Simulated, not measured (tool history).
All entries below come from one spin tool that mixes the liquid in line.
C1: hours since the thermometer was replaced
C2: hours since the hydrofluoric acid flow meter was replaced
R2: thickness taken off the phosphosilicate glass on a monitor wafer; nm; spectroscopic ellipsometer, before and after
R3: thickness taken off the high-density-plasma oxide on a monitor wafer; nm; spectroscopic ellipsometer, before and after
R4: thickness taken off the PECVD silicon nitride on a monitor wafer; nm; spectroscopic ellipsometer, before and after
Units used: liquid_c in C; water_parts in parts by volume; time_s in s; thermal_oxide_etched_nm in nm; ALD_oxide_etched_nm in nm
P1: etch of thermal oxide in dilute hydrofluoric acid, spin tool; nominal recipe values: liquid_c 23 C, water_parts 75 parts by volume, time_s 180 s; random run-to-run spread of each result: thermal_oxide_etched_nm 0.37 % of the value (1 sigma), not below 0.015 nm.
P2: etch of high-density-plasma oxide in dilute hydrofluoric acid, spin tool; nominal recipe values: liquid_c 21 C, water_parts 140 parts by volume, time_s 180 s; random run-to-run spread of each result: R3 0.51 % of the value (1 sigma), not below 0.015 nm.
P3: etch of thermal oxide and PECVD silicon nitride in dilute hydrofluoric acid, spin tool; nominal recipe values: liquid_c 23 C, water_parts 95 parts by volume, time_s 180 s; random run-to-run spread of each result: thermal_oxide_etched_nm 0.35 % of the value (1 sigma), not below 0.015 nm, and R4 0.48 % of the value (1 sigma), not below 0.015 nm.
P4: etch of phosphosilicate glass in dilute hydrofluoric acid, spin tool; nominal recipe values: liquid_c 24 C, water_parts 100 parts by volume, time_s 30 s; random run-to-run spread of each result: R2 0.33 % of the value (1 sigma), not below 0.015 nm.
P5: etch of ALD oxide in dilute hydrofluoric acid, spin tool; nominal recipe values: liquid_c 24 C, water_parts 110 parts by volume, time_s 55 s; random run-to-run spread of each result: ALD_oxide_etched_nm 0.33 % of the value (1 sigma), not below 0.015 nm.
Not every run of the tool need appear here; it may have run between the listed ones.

{"run": 1, "day": 0.117, "process": "P1", "liquid_c": 23, "water_parts": 75, "time_s": 180, "C1": 690.3, "C2": 605.2, "thermal_oxide_etched_nm": 10.51}
{"run": 2, "day": 0.258, "process": "P1", "liquid_c": 23, "water_parts": 120, "time_s": 40, "C1": 693.7, "C2": 608.6, "thermal_oxide_etched_nm": 1.4141}
{"run": 3, "day": 0.488, "process": "P1", "liquid_c": 23, "water_parts": 45, "time_s": 180, "C1": 699.2, "C2": 614.1, "thermal_oxide_etched_nm": 18.338}
{"run": 4, "day": 0.688, "process": "P4", "liquid_c": 24, "water_parts": 30, "time_s": 30, "C1": 704, "C2": 618.9, "R2": 224.15}
{"run": 5, "day": 0.9, "process": "P1", "liquid_c": 23, "water_parts": 75, "time_s": 180, "C1": 709.1, "C2": 624, "thermal_oxide_etched_nm": 10.555}
{"run": 6, "day": 1.1, "process": "P1", "liquid_c": 23, "water_parts": 75, "time_s": 180, "C1": 713.9, "C2": 628.8, "thermal_oxide_etched_nm": 10.571}
{"run": 7, "day": 1.212, "process": "P2", "liquid_c": 21, "water_parts": 20, "time_s": 180, "C1": 716.6, "C2": 631.5, "R3": 49.973}
{"run": 8, "day": 1.358, "process": "P4", "liquid_c": 24, "water_parts": 100, "time_s": 15, "C1": 720.1, "C2": 635, "R2": 30.598}
{"run": 9, "day": 1.55, "process": "P3", "liquid_c": 18, "water_parts": 95, "time_s": 180, "C1": 724.7, "C2": 639.6, "thermal_oxide_etched_nm": 7.0489, "R4": 6.894}
{"run": 10, "day": 1.696, "process": "P2", "liquid_c": 21, "water_parts": 140, "time_s": 330, "C1": 728.2, "C2": 643.1, "R3": 11.295}
{"run": 11, "day": 1.912, "process": "P1", "liquid_c": 23, "water_parts": 75, "time_s": 180, "C1": 733.4, "C2": 648.3, "thermal_oxide_etched_nm": 10.598}
{"run": 12, "day": 2.117, "process": "P1", "liquid_c": 23, "water_parts": 75, "time_s": 45, "C1": 738.3, "C2": 653.2, "thermal_oxide_etched_nm": 2.6423}
{"run": 13, "day": 2.283, "process": "P1", "liquid_c": 29, "water_parts": 75, "time_s": 180, "C1": 742.3, "C2": 657.2, "thermal_oxide_etched_nm": 13.516}
{"run": 14, "day": 2.479, "process": "P3", "liquid_c": 23, "water_parts": 140, "time_s": 180, "C1": 747, "C2": 661.9, "thermal_oxide_etched_nm": 5.5467, "R4": 6.6946}
{"run": 15, "day": 2.6, "process": "P5", "liquid_c": 24, "water_parts": 175, "time_s": 55, "C1": 749.9, "C2": 664.8, "ALD_oxide_etched_nm": 5.0399}
{"run": 16, "day": 2.754, "process": "P5", "liquid_c": 24, "water_parts": 110, "time_s": 55, "C1": 753.6, "C2": 668.5, "ALD_oxide_etched_nm": 8.678}
{"run": 17, "day": 2.967, "process": "P2", "liquid_c": 21, "water_parts": 140, "time_s": 180, "C1": 758.7, "C2": 673.6, "R3": 6.1545}
{"run": 18, "day": 3.167, "process": "P5", "liquid_c": 24, "water_parts": 110, "time_s": 20, "C1": 763.5, "C2": 678.4, "ALD_oxide_etched_nm": 3.1417}
{"run": 19, "day": 3.375, "process": "P4", "liquid_c": 24, "water_parts": 100, "time_s": 30, "C1": 768.5, "C2": 683.4, "R2": 60.994}
{"run": 20, "day": 3.5, "process": "P3", "liquid_c": 23, "water_parts": 95, "time_s": 290, "C1": 771.5, "C2": 686.4, "thermal_oxide_etched_nm": 13.959, "R4": 15.734}
{"run": 21, "day": 3.75, "process": "P5", "liquid_c": 19, "water_parts": 110, "time_s": 55, "C1": 777.5, "C2": 692.4, "ALD_oxide_etched_nm": 7.0814}

Run 22 has not been measured yet. What should we expect?
{"run": 22, "day": 3.942, "process": "P1", "liquid_c": 19.5, "water_parts": 75, "time_s": 180, "C1": 782.1, "C2": 697, "thermal_oxide_etched_nm": "?"}

thermal_oxide_etched_nm: 9.166 nm
